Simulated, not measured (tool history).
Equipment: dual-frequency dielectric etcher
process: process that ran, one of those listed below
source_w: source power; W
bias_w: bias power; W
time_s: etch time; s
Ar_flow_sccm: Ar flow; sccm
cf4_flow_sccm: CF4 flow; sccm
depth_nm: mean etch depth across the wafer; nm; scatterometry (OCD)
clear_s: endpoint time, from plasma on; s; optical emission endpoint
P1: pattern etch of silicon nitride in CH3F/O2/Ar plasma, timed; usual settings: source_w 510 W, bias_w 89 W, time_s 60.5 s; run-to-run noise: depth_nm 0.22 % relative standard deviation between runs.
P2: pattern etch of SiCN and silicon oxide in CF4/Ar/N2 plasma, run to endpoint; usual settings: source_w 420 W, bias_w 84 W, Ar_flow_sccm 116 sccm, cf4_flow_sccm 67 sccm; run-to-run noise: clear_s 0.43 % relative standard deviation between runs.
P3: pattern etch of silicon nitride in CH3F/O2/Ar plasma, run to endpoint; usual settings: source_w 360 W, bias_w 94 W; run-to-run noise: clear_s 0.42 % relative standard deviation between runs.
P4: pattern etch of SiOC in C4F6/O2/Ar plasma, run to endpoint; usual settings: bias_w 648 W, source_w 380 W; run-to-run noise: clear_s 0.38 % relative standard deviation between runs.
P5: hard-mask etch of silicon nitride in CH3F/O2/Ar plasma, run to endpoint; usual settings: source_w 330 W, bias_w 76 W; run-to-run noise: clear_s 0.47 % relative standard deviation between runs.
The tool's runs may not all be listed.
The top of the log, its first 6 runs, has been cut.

run   hour  process  source_w  bias_w  time_s  Ar_flow_sccm  cf4_flow_sccm  hours since the last wet clean  hours since the last source power generator calibration  hours since the last bias power generator calibration  depth_nm  clear_s
  7   35.6       P3       440      94                                                                293.0                                                    380.4                                                 1459.6             33.460
  8   41.6       P3       360      60                                                                299.0                                                    386.4                                                 1465.6             42.541
  9   49.0       P1       510      89    45.5                                                        306.4                                                    393.8                                                 1473.0    37.707
 10   53.7       P1       510      54    60.5                                                        311.1                                                    398.5                                                 1477.7    42.382
 11   59.6       P1       630      89    60.5                                                        317.0                                                    404.4                                                 1483.6    54.411
 12   66.5       P5       330      76                                                                323.9                                                    411.3                                                 1490.5             66.671
 13   70.6       P2       420      84                   116             67                           328.0                                                    415.4                                                 1494.6             14.053
 14   75.5       P2       420      67                   116             67                           332.9                                                    420.3                                                 1499.5             15.171
 15   79.3       P1       340      89    45.5                                                        336.7                                                    424.1                                                 1503.3    32.357
 16   83.7       P5       330      45                                                                341.1                                                    428.5                                                 1507.7             79.336
 17   90.9       P1       670      89    41.0                                                        348.3                                                    435.7                                                 1514.9    37.572
 18   97.1       P4       500     648                                                                354.5                                                    441.9                                                 1521.1             13.432
 19  103.1       P5       330      76                                                                360.5                                                    447.9                                                 1527.1             67.254
 20  108.0       P2       420      84                   116             88                           365.4                                                    452.8                                                 1532.0             13.460
 21  115.5       P1       510      89    60.5                                                        372.9                                                    460.3                                                 1539.5    50.033
 22  121.0       P1       400      89    84.0                                                        378.4                                                    465.8                                                 1545.0    63.609
 23  125.1       P1       510     109    60.5                                                        382.5                                                    469.9                                                 1549.1    53.822
 24  131.8       P1       510      89    60.5                                                        389.2                                                    476.6                                                 1555.8    50.243
 25  137.6       P2       270      84                   116             67                           395.0                                                    482.4                                                 1561.6             20.573
 26  143.6       P2       420      84                   162             67                           401.0                                                    488.4                                                 1567.6             14.822
 27  148.4       P3       360      94                                                                405.8                                                    493.2                                                 1572.4             36.248
 28  153.8       P4       380     648                                                                411.2                                                    498.6                                                 1577.8             14.869

What will run 29 give?
 29  159.0       P3       360      94                                                                416.4                                                    503.8                                                 1583.0                  ?

Run 29 gave clear_s 36.275 s.
